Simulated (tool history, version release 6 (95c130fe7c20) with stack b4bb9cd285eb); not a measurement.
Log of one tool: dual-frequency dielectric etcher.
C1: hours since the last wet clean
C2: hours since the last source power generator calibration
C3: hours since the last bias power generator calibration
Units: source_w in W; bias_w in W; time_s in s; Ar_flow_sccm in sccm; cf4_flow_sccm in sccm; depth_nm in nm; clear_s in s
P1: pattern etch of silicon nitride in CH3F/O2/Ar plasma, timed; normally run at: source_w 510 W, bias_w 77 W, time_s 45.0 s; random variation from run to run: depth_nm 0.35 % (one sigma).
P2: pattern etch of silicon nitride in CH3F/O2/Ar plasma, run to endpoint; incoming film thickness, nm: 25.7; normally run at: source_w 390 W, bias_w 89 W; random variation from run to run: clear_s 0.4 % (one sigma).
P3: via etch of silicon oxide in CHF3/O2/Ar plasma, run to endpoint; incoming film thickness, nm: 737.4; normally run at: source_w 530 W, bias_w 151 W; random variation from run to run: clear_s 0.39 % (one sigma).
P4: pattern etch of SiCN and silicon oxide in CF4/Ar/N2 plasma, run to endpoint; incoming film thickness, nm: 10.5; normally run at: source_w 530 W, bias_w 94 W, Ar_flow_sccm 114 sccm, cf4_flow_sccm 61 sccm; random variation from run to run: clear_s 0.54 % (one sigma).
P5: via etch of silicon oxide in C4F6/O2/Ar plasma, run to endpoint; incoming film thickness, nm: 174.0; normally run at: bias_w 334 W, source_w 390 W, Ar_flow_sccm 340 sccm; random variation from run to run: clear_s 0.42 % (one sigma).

{"run": 1, "hour": 7.9, "process": "P1", "source_w": 510, "bias_w": 77, "time_s": 45.0, "C1": 125.4, "C2": 1672.4, "C3": 1482.3, "depth_nm": 36.019}
{"run": 2, "hour": 12.1, "process": "P5", "source_w": 390, "bias_w": 407, "Ar_flow_sccm": 340, "C1": 129.6, "C2": 1676.6, "C3": 1486.5, "clear_s": 41.842}
{"run": 3, "hour": 17.4, "process": "P1", "source_w": 510, "bias_w": 94, "time_s": 45.0, "C1": 134.9, "C2": 1681.9, "C3": 1491.8, "depth_nm": 38.447}
{"run": 4, "hour": 25.0, "process": "P1", "source_w": 510, "bias_w": 77, "time_s": 45.0, "C1": 142.5, "C2": 1689.5, "C3": 1499.4, "depth_nm": 35.881}
{"run": 5, "hour": 29.2, "process": "P2", "source_w": 390, "bias_w": 119, "C1": 146.7, "C2": 1693.7, "C3": 1503.6, "clear_s": 32.321}
{"run": 6, "hour": 34.2, "process": "P1", "source_w": 510, "bias_w": 95, "time_s": 59.0, "C1": 151.7, "C2": 1698.7, "C3": 1508.6, "depth_nm": 50.386}
{"run": 7, "hour": 39.9, "process": "P4", "source_w": 530, "bias_w": 58, "Ar_flow_sccm": 114, "cf4_flow_sccm": 61, "C1": 157.4, "C2": 1704.4, "C3": 1514.3, "clear_s": 12.064}
{"run": 8, "hour": 47.9, "process": "P3", "source_w": 530, "bias_w": 151, "C1": 165.4, "C2": 1712.4, "C3": 1522.3, "clear_s": 419.4}
{"run": 9, "hour": 54.2, "process": "P3", "source_w": 530, "bias_w": 190, "C1": 171.7, "C2": 1718.7, "C3": 1528.6, "clear_s": 385.44}
{"run": 10, "hour": 58.9, "process": "P5", "source_w": 390, "bias_w": 334, "Ar_flow_sccm": 277, "C1": 176.4, "C2": 1723.4, "C3": 1533.3, "clear_s": 43.851}
{"run": 11, "hour": 66.4, "process": "P1", "source_w": 630, "bias_w": 77, "time_s": 45.0, "C1": 183.9, "C2": 1730.9, "C3": 1540.8, "depth_nm": 38.955}
{"run": 12, "hour": 70.8, "process": "P5", "source_w": 520, "bias_w": 334, "Ar_flow_sccm": 340, "C1": 188.3, "C2": 1735.3, "C3": 1545.2, "clear_s": 40.191}
{"run": 13, "hour": 74.7, "process": "P1", "source_w": 660, "bias_w": 94, "time_s": 45.0, "C1": 192.2, "C2": 1739.2, "C3": 1549.1, "depth_nm": 42.419}
{"run": 14, "hour": 79.5, "process": "P5", "source_w": 390, "bias_w": 334, "Ar_flow_sccm": 340, "C1": 197.0, "C2": 1744.0, "C3": 1553.9, "clear_s": 44.789}
{"hour": 82.1, "done": "bias power generator calibrated"}
{"run": 15, "hour": 87.1, "process": "P1", "source_w": 510, "bias_w": 61, "time_s": 45.0, "C1": 204.6, "C2": 1751.6, "C3": 5.0, "depth_nm": 33.241}
{"run": 16, "hour": 94.7, "process": "P1", "source_w": 330, "bias_w": 77, "time_s": 45.0, "C1": 212.2, "C2": 1759.2, "C3": 12.6, "depth_nm": 30.167}
{"run": 17, "hour": 98.7, "process": "P2", "source_w": 250, "bias_w": 89, "C1": 216.2, "C2": 1763.2, "C3": 16.6, "clear_s": 42.306}
{"run": 18, "hour": 107.1, "process": "P1", "source_w": 510, "bias_w": 77, "time_s": 62.5, "C1": 224.6, "C2": 1771.6, "C3": 25.0, "depth_nm": 49.449}
{"run": 19, "hour": 112.5, "process": "P4", "source_w": 530, "bias_w": 94, "Ar_flow_sccm": 76, "cf4_flow_sccm": 61, "C1": 230.0, "C2": 1777.0, "C3": 30.4, "clear_s": 9.6261}
{"run": 20, "hour": 118.1, "process": "P4", "source_w": 530, "bias_w": 94, "Ar_flow_sccm": 114, "cf4_flow_sccm": 82, "C1": 235.6, "C2": 1782.6, "C3": 36.0, "clear_s": 9.7776}
{"run": 21, "hour": 123.5, "process": "P1", "source_w": 510, "bias_w": 77, "time_s": 27.5, "C1": 241.0, "C2": 1788.0, "C3": 41.4, "depth_nm": 21.959}
{"run": 22, "hour": 128.0, "process": "P3", "source_w": 320, "bias_w": 151, "C1": 245.5, "C2": 1792.5, "C3": 45.9, "clear_s": 507.0}
{"run": 23, "hour": 136.4, "process": "P2", "source_w": 390, "bias_w": 89, "C1": 253.9, "C2": 1800.9, "C3": 54.3, "clear_s": 35.952}
{"run": 24, "hour": 144.1, "process": "P1", "source_w": 510, "bias_w": 77, "time_s": 45.0, "C1": 261.6, "C2": 1808.6, "C3": 62.0, "depth_nm": 35.699}
{"run": 25, "hour": 149.6, "process": "P1", "source_w": 510, "bias_w": 77, "time_s": 45.0, "C1": 267.1, "C2": 1814.1, "C3": 67.5, "depth_nm": 35.551}
{"run": 26, "hour": 155.7, "process": "P1", "source_w": 340, "bias_w": 77, "time_s": 35.5, "C1": 273.2, "C2": 1820.2, "C3": 73.6, "depth_nm": 24.275}
{"run": 27, "hour": 163.2, "process": "P4", "source_w": 530, "bias_w": 94, "Ar_flow_sccm": 114, "cf4_flow_sccm": 61, "C1": 280.7, "C2": 1827.7, "C3": 81.1, "clear_s": 10.274}
{"run": 28, "hour": 170.3, "process": "P1", "source_w": 510, "bias_w": 77, "time_s": 45.0, "C1": 287.8, "C2": 1834.8, "C3": 88.2, "depth_nm": 35.807}
{"run": 29, "hour": 177.0, "process": "P4", "source_w": 700, "bias_w": 94, "Ar_flow_sccm": 114, "cf4_flow_sccm": 61, "C1": 294.5, "C2": 1841.5, "C3": 94.9, "clear_s": 8.0626}
{"run": 30, "hour": 181.4, "process": "P5", "source_w": 390, "bias_w": 334, "Ar_flow_sccm": 340, "C1": 298.9, "C2": 1845.9, "C3": 99.3, "clear_s": 44.998}
{"run": 31, "hour": 185.2, "process": "P1", "source_w": 510, "bias_w": 77, "time_s": 45.0, "C1": 302.7, "C2": 1849.7, "C3": 103.1, "depth_nm": 36.082}
{"run": 32, "hour": 191.9, "process": "P1", "source_w": 510, "bias_w": 77, "time_s": 45.0, "C1": 309.4, "C2": 1856.4, "C3": 109.8, "depth_nm": 35.78}
{"run": 33, "hour": 197.0, "process": "P1", "source_w": 510, "bias_w": 77, "time_s": 45.0, "C1": 314.5, "C2": 1861.5, "C3": 114.9, "depth_nm": 35.432}
{"run": 34, "hour": 203.3, "process": "P1", "source_w": 510, "bias_w": 77, "time_s": 45.0, "C1": 320.8, "C2": 1867.8, "C3": 121.2, "depth_nm": 35.429}
{"run": 35, "hour": 209.7, "process": "P1", "source_w": 510, "bias_w": 77, "time_s": 45.0, "C1": 327.2, "C2": 1874.2, "C3": 127.6, "depth_nm": 35.319}
{"hour": 210.1, "done": "wet clean of the chamber"}
{"run": 36, "hour": 215.0, "process": "P1", "source_w": 510, "bias_w": 77, "time_s": 45.0, "C1": 4.9, "C2": 1879.5, "C3": 132.9, "depth_nm": 35.188}
{"run": 37, "hour": 222.3, "process": "P1", "source_w": 510, "bias_w": 77, "time_s": 45.0, "C1": 12.2, "C2": 1886.8, "C3": 140.2, "depth_nm": 35.305}
{"run": 38, "hour": 228.3, "process": "P1", "source_w": 510, "bias_w": 77, "time_s": 45.0, "C1": 18.2, "C2": 1892.8, "C3": 146.2, "depth_nm": 35.177}

What P1 gives has crept away from where it was. These 2 causes fit the log equally well, each at the size given:
A: source power that arrives under what is set, % = 4.47
B: bias power that arrives under what is set, % = 4.99
The creep began at about hour 191.9.
Why every other cause is out:
chamber walls in a state that lowers the etch rate, %: serviced at hour 210.1, which brought nothing back

4 check runs are offered, each on 3 wafers whose results are averaged, their results left as question marks. Which one tells the causes apart?
{"run": "check 1", "hour": 234.3, "process": "P4", "source_w": 530, "bias_w": 65, "Ar_flow_sccm": 114, "cf4_flow_sccm": 77, "clear_s": "?"}
{"run": "check 2", "hour": 234.3, "process": "P3", "source_w": 380, "bias_w": 151, "clear_s": "?"}
{"run": "check 3", "hour": 234.3, "process": "P5", "source_w": 470, "bias_w": 405, "Ar_flow_sccm": 340, "clear_s": "?"}
{"run": "check 4", "hour": 234.3, "process": "P2", "source_w": 390, "bias_w": 103, "clear_s": "?"}

What each check would give under each cause:
check=check_1 result=clear_s if_A=11.7220 if_B=11.4450
check=check_2 result=clear_s if_A=482.9300 if_B=482.7200
check=check_3 result=clear_s if_A=39.8420 if_B=39.8910
check=check_4 result=clear_s if_A=34.5540 if_B=34.6180
How far apart the two closest causes lie, in the result that separates them most: check 1 2.38 %; check 2 0.04 %; check 3 0.12 %; check 4 0.19 %
Only check 1 tells the causes apart: in the others they would give nearly the same result.

Check 1 was then run and gave: clear_s 11.6460 s. Which cause is it?

It is A: source power that arrives under what is set, %.

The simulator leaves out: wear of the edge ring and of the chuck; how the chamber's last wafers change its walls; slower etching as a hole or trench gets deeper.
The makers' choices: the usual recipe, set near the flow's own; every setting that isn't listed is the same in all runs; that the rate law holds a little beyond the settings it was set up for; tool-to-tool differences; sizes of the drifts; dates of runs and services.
